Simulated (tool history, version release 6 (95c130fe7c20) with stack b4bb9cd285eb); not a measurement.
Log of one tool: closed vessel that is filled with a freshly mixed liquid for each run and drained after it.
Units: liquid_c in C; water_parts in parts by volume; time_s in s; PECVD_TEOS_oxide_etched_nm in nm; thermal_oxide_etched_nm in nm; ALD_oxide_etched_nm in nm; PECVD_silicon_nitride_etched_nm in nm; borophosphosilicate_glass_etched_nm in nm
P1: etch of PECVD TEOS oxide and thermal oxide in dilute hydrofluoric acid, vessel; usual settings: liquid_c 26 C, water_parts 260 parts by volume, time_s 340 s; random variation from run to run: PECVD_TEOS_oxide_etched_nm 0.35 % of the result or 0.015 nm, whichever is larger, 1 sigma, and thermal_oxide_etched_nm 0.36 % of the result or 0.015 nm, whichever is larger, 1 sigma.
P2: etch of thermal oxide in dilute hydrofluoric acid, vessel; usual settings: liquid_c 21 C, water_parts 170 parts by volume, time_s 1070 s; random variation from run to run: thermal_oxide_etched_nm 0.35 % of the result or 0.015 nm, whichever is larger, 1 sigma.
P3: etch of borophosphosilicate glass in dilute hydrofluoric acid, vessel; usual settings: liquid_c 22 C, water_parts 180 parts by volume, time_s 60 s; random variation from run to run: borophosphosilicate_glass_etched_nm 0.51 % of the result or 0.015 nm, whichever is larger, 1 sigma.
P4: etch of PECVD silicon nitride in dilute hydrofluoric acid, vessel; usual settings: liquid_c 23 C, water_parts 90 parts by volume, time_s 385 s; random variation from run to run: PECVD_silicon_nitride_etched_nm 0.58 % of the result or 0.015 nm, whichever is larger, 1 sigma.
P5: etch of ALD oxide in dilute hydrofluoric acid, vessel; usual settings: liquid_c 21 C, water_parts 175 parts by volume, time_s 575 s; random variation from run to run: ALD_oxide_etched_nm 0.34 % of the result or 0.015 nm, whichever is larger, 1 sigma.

| run | hour | process | liquid_c | water_parts | time_s | hours since the thermometer was replaced | hours since the hydrofluoric acid flow meter was replaced | PECVD_TEOS_oxide_etched_nm | thermal_oxide_etched_nm | ALD_oxide_etched_nm | PECVD_silicon_nitride_etched_nm | borophosphosilicate_glass_etched_nm |
|---|---|---|---|---|---|---|---|---|---|---|---|---|
| 1 | 8.8 | P1 | 26 | 260 | 340 | 262.2 | 553.5 | 21.092 | 5.8042 |  |  |  |
| 2 | 15.7 | P1 | 20 | 260 | 340 | 269.1 | 560.4 | 16.827 | 4.7279 |  |  |  |
| 3 | 23.5 | P1 | 26 | 260 | 340 | 276.9 | 568.2 | 20.956 | 5.8559 |  |  |  |
| 4 | 29.7 | P5 | 21 | 175 | 1115 | 283.1 | 574.4 |  |  | 90.357 |  |  |
| 5 | 35.8 | P2 | 21 | 265 | 1070 | 289.2 | 580.5 |  | 14.089 |  |  |  |
| 6 | 41.4 | P1 | 26 | 260 | 630 | 294.8 | 586.1 | 38.715 | 10.845 |  |  |  |
| 7 | 49.4 | P4 | 23 | 20 | 385 | 302.8 | 594.1 |  |  |  | 58.188 |  |
| 8 | 56.8 | P5 | 21 | 175 | 575 | 310.2 | 601.5 |  |  | 46.581 |  |  |
| 9 | 63 | P1 | 26 | 260 | 100 | 316.4 | 607.7 | 6.1767 | 1.7126 |  |  |  |
| 10 | 71.9 | P1 | 26 | 260 | 340 | 325.3 | 616.6 | 20.834 | 5.8344 |  |  |  |
| 11 | 76.7 | P1 | 21 | 260 | 180 | 330.1 | 621.4 | 9.2266 | 2.6007 |  |  |  |
| 12 | 84.6 | P4 | 23 | 90 | 385 | 338 | 629.3 |  |  |  | 13.408 |  |
| 13 | 93.5 | P1 | 26 | 260 | 340 | 346.9 | 638.2 | 20.771 | 5.8673 |  |  |  |
| 14 | 100.2 | P5 | 17 | 175 | 575 | 353.6 | 644.9 |  |  | 39.794 |  |  |
| 15 | 108.4 | P1 | 26 | 165 | 340 | 361.8 | 653.1 | 36.745 | 10.236 |  |  |  |
| 16 | 113.8 | P1 | 26 | 260 | 340 | 367.2 | 658.5 | 21.023 | 5.8538 |  |  |  |
| 17 | 120.1 | P1 | 33 | 260 | 340 | 373.5 | 664.8 | 26.366 | 7.3796 |  |  |  |
| 18 | 126.2 | P3 | 22 | 180 | 90 | 379.6 | 670.9 |  |  |  |  | 17.518 |
| 19 | 131.9 | P3 | 17 | 180 | 60 | 385.3 | 676.6 |  |  |  |  | 9.5527 |
| 20 | 140.5 | P2 | 21 | 170 | 255 | 393.9 | 685.2 |  | 5.7111 |  |  |  |

Run 21 comes next. What will it give?
| 21 | 145.8 | P5 | 21 | 285 | 575 | 399.2 | 690.5 |  |  | ? |  |  |

{"run 21": {"ALD_oxide_etched_nm": 25.738}}

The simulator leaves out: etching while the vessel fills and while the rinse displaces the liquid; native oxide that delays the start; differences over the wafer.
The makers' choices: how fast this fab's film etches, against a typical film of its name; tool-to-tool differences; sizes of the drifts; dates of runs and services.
